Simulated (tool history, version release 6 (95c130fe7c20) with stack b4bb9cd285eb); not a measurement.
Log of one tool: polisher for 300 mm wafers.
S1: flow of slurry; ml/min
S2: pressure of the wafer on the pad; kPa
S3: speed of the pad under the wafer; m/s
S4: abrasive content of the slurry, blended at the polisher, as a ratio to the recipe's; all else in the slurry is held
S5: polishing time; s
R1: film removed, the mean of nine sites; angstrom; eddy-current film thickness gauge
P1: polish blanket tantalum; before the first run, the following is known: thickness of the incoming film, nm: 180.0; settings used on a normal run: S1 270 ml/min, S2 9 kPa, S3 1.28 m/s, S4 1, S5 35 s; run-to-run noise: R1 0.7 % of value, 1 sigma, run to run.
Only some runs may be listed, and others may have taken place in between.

run	day	S1	S2	S3	S4	S5	R1
1	0.446	270	9	1.28	1	35	581.52
2	0.954	270	9	1.28	1	45	748.15
# day 1.246: slurry blender recalibrated
3	1.517	270	11.7	1.28	1	35	760.33
4	2.029	270	9	0.66	1	35	296.71
5	2.592	270	9	1.28	1.3	35	626.98
6	2.962	270	9	1.74	1	35	787.71
7	3.504	270	9	1.28	0.6	35	481.37
8	4.012	270	5.5	1.28	1	35	355.92
9	4.462	270	9	1.28	1	35	575.89
10	4.917	270	9	1.28	1	35	587.37
11	5.525	270	11.7	1.28	0.75	35	689.21
12	6.054	270	9	1.28	1	35	586.45
13	6.483	270	9	1.28	1	35	576.26
14	6.792	160	9	1.28	1	35	545.29
15	7.292	270	9	1.28	1	35	584.13
16	7.604	425	9	1.28	1	35	599.75
17	8.171	270	9	1.28	1	22	366.9
18	8.508	270	9	1.28	1	35	582.52
19	9.012	270	9	1.28	1	35	554.21
20	9.317	270	9	1.28	1	35	543.76
21	9.733	270	9	1.28	1	35	538.96
22	10.271	270	9	1.28	1	35	535.59
# day 10.517: slurry nozzle cleaned
23	10.538	270	9	1.28	1	35	531.95
# day 10.612: head pressure recalibrated
24	10.912	270	9	1.28	1	35	530.63
25	11.404	270	9	1.28	1	35	532.69

What P1 gives has crept off from where it sat before. The 2 causes that follow fit the log equally well, each at the size noted:
A: removal rate lost through wear of the pad, % = 8.39
B: abrasive missing from the slurry, % = 24.3
The drift started at roughly day 8.508.
Each remaining cause and why it is not a fit:
slurry flow missing at the pad, %: was serviced at day 10.517, once the creep was under way, yet the earlier output never came back
head's pressure below its setpoint, %: was serviced at day 10.612, once the creep was under way, yet the earlier output never came back

Which of the check runs below tells the causes apart, meaning the causes would give it clearly different results? Each run uses 5 wafers whose results are averaged, and each result is shown as a question mark.
check 1	11.896	360	9	1.28	0.65	35	?
check 2	11.896	215	9	1.28	1	35	?
check 3	11.896	195	9	1.28	1	35	?
check 4	11.896	385	11.7	1.28	1	35	?

What each check would give under each cause:
check	result	if A	if B
check 1	R1	472.22	459.3
check 2	R1	518.18	518.12
check 3	R1	511.69	511.62
check 4	R1	716.02	715.93
Distance between the nearest two causes, measured in the result of the check that separates them most: check 1 2.77 %; check 2 0.01 %; check 3 0.01 %; check 4 0.01 %
Check 1 is the one run that separates the causes; every other check would come out nearly the same whichever cause is at work.

After running check 1, the following was obtained: R1 471.3 angstrom. Which cause does this point to?

It is A: removal rate lost through wear of the pad, %.
